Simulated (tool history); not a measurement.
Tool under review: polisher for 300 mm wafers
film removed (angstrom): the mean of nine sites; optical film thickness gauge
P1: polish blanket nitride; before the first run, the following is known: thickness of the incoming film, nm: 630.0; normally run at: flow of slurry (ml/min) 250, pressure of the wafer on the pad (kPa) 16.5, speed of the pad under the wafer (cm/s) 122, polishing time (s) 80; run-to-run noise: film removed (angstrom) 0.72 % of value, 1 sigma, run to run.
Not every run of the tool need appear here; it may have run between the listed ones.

run,hour,flow of slurry (ml/min),pressure of the wafer on the pad (kPa),speed of the pad under the wafer (cm/s),polishing time (s),wafers polished on this pad,hours since the slurry nozzle was cleaned,hours since the head pressure was calibrated,film removed (angstrom)
1,4.4,250,16.5,122,80,885,137.8,101.2,1043.40
2,7.3,250,24.1,122,80,909,140.7,104.1,1493.50
3,12.0,315,16.5,122,80,947,145.4,108.8,1068.60
4,16.7,250,16.5,188,80,986,150.1,113.5,1461.30
5,22.3,250,16.5,122,41,1031,155.7,119.1,534.60
6,26.4,250,16.5,122,124,1065,159.8,123.2,1607.70
7,30.3,250,16.5,122,80,1096,163.7,127.1,1027.10
8,33.8,355,16.5,86,80,1125,167.2,130.6,800.53
9,36.7,250,16.5,162,113,1149,170.1,133.5,1850.50
10,41.4,250,22.8,60,80,1187,174.8,138.2,807.48
11,47.0,250,16.5,56,80,1233,180.4,143.8,557.29
12,50.0,250,16.5,122,80,1257,183.4,146.8,1047.70
13,54.4,250,16.5,122,80,1293,187.8,151.2,1015.50
# hour 55.3: head pressure recalibrated
14,58.9,250,16.5,122,80,1330,192.3,3.7,1047.20
15,63.7,250,16.5,122,80,1369,197.1,8.5,1039.30
16,67.6,250,9.7,122,80,1400,201.0,12.4,600.42
17,71.6,150,16.5,122,80,1433,205.0,16.4,963.35

Run 18 is up next; what results do you expect?
18,77.0,250,16.5,122,80,1477,210.4,21.8,?

Run 18 gave film removed (angstrom) 1033.50.

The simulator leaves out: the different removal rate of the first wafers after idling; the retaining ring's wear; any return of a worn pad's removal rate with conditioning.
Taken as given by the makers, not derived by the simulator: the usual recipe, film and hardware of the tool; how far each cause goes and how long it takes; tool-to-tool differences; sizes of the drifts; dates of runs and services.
